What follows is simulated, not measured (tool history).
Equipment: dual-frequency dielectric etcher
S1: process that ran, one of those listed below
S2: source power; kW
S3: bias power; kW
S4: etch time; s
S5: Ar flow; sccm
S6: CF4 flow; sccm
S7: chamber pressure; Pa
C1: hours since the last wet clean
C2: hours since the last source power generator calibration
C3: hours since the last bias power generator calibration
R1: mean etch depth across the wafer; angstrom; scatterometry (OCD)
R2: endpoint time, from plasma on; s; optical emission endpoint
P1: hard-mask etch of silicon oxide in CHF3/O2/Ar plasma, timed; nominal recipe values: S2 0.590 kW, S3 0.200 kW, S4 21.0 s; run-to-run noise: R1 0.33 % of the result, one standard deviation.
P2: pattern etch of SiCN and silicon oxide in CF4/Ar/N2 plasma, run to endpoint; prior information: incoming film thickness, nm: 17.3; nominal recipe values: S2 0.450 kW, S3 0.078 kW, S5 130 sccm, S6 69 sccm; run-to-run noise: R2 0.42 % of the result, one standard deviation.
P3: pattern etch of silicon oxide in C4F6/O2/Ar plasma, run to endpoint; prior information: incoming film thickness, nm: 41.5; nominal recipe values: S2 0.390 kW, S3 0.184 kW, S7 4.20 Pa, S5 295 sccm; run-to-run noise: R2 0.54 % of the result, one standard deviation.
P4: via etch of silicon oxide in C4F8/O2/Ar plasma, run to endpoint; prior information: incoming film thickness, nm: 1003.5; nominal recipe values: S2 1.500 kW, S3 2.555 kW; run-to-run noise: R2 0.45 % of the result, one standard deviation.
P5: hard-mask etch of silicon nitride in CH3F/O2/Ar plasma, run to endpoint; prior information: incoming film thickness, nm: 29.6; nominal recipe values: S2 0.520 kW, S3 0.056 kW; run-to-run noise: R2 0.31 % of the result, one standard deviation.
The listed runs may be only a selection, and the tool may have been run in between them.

run	hour	S1	S2	S3	S4	S5	S6	S7	C1	C2	C3	R1	R2
1	4.8	P1	0.590	0.200	21.0				399.4	1479.0	662.7	434.90	
2	12.1	P1	0.590	0.238	21.0				406.7	1486.3	670.0	459.06	
3	18.1	P5	0.520	0.056					412.7	1492.3	676.0		41.339
4	26.7	P4	0.920	2.555					421.3	1500.9	684.6		247.920
5	34.2	P1	0.390	0.200	21.0				428.8	1508.4	692.1	368.84	
6	41.1	P1	0.820	0.200	21.0				435.7	1515.3	699.0	489.17	
7	48.9	P1	0.590	0.200	21.0				443.5	1523.1	706.8	432.83	
8	55.7	P5	0.520	0.078					450.3	1529.9	713.6		37.155
9	60.0	P2	0.450	0.078		130	45		454.6	1534.2	717.9		22.227
10	66.1	P1	0.700	0.200	25.0				460.7	1540.3	724.0	549.54	
11	74.2	P2	0.450	0.106		130	69		468.8	1548.4	732.1		18.593
12	79.8	P2	0.450	0.078		130	69		474.4	1554.0	737.7		20.907
# hour 85.3: wet clean of the chamber
13	85.9	P3	0.260	0.184		295		4.20	0.6	1560.1	743.8		15.365
14	92.5	P1	0.590	0.200	26.5				7.2	1566.7	750.4	544.61	
15	98.2	P5	0.370	0.056					12.9	1572.4	756.1		47.340
16	103.8	P1	0.590	0.200	16.0				18.5	1578.0	761.7	328.08	
17	111.9	P2	0.450	0.078		173	69		26.6	1586.1	769.8		21.737
18	119.9	P4	1.500	2.555					34.6	1594.1	777.8		206.890
19	128.5	P4	1.500	3.340					43.2	1602.7	786.4		190.310
20	135.3	P3	0.390	0.184		295		5.87	50.0	1609.5	793.2		13.927
21	142.8	P1	0.590	0.260	15.5				57.5	1617.0	800.7	350.16	
22	148.6	P3	0.390	0.184		295		4.20	63.3	1622.8	806.5		13.289
23	153.9	P3	0.390	0.108		295		4.20	68.6	1628.1	811.8		15.786
24	161.1	P2	0.610	0.078		130	69		75.8	1635.3	819.0		15.975
25	166.0	P3	0.390	0.184		238		4.20	80.7	1640.2	823.9		13.102
26	172.1	P2	0.450	0.078		130	69		86.8	1646.3	830.0		20.789
27	180.5	P1	0.590	0.200	21.0				95.2	1654.7	838.4	431.94	
28	186.1	P1	0.590	0.200	21.0				100.8	1660.3	844.0	433.24	
29	195.0	P1	0.590	0.200	21.0				109.7	1669.2	852.9	431.83	
30	201.4	P1	0.590	0.157	21.0				116.1	1675.6	859.3	398.23	
31	207.6	P1	0.590	0.200	21.0				122.3	1681.8	865.5	430.83	
32	214.2	P1	0.590	0.200	21.0				128.9	1688.4	872.1	433.38	
33	218.6	P1	0.590	0.200	21.0				133.3	1692.8	876.5	432.76	
34	227.4	P1	0.590	0.200	21.0				142.1	1701.6	885.3	436.06	
35	233.0	P1	0.590	0.200	21.0				147.7	1707.2	890.9	435.02	
36	238.4	P1	0.590	0.200	21.0				153.1	1712.6	896.3	437.87	
37	246.0	P1	0.590	0.200	21.0				160.7	1720.2	903.9	437.76	
38	254.3	P1	0.590	0.200	21.0				169.0	1728.5	912.2	439.76	
39	262.4	P1	0.590	0.200	21.0				177.1	1736.6	920.3	440.12	
# hour 267.9: wet clean of the chamber
40	269.6	P1	0.590	0.200	21.0				1.8	1743.8	927.5	437.28	
41	274.1	P1	0.590	0.200	21.0				6.3	1748.3	932.0	439.39	
42	280.9	P1	0.590	0.200	21.0				13.1	1755.1	938.8	436.85	
43	286.2	P1	0.590	0.200	21.0				18.4	1760.4	944.1	437.54	

What P1 gives has crept away from where it was. These 2 causes fit the log equally well, each at the size given:
A: source power that arrives over what is set, % = 4.47
B: bias power that arrives over what is set, % = 4.94
The creep began at about hour 214.2.
Each remaining cause and why it is not a fit:
chamber walls in a state that raises the etch rate, %: work on it at hour 267.9, done after the drift set in, did not restore what the process gave before

The 4 check runs listed below each average the results of 3 wafers, and their outcomes are marked with question marks. Under which run would the listed causes produce clearly different results?
check 1	291.5	P2	0.450	0.078		130	69						?
check 2	291.5	P4	1.500	2.555									?
check 3	291.5	P3	0.390	0.184		295		4.20					?
check 4	291.5	P5	0.520	0.056									?

Predicted outcomes, by check and by cause:
check	result	if A	if B
check 1	R2	20.020	20.445
check 2	R2	202.680	203.130
check 3	R2	13.124	13.145
check 4	R2	40.692	40.762
How far apart the two closest causes lie, in the result that separates them most: check 1 2.1 %; check 2 0.22 %; check 3 0.16 %; check 4 0.17 %
Check 1 distinguishes between the causes, while the remaining checks would return nearly the same result for all of them.

With check 1 done, the readings were: R2 19.974 s. Identify which of the listed causes applies.

Of the candidate causes, it is A: source power that arrives over what is set, %.

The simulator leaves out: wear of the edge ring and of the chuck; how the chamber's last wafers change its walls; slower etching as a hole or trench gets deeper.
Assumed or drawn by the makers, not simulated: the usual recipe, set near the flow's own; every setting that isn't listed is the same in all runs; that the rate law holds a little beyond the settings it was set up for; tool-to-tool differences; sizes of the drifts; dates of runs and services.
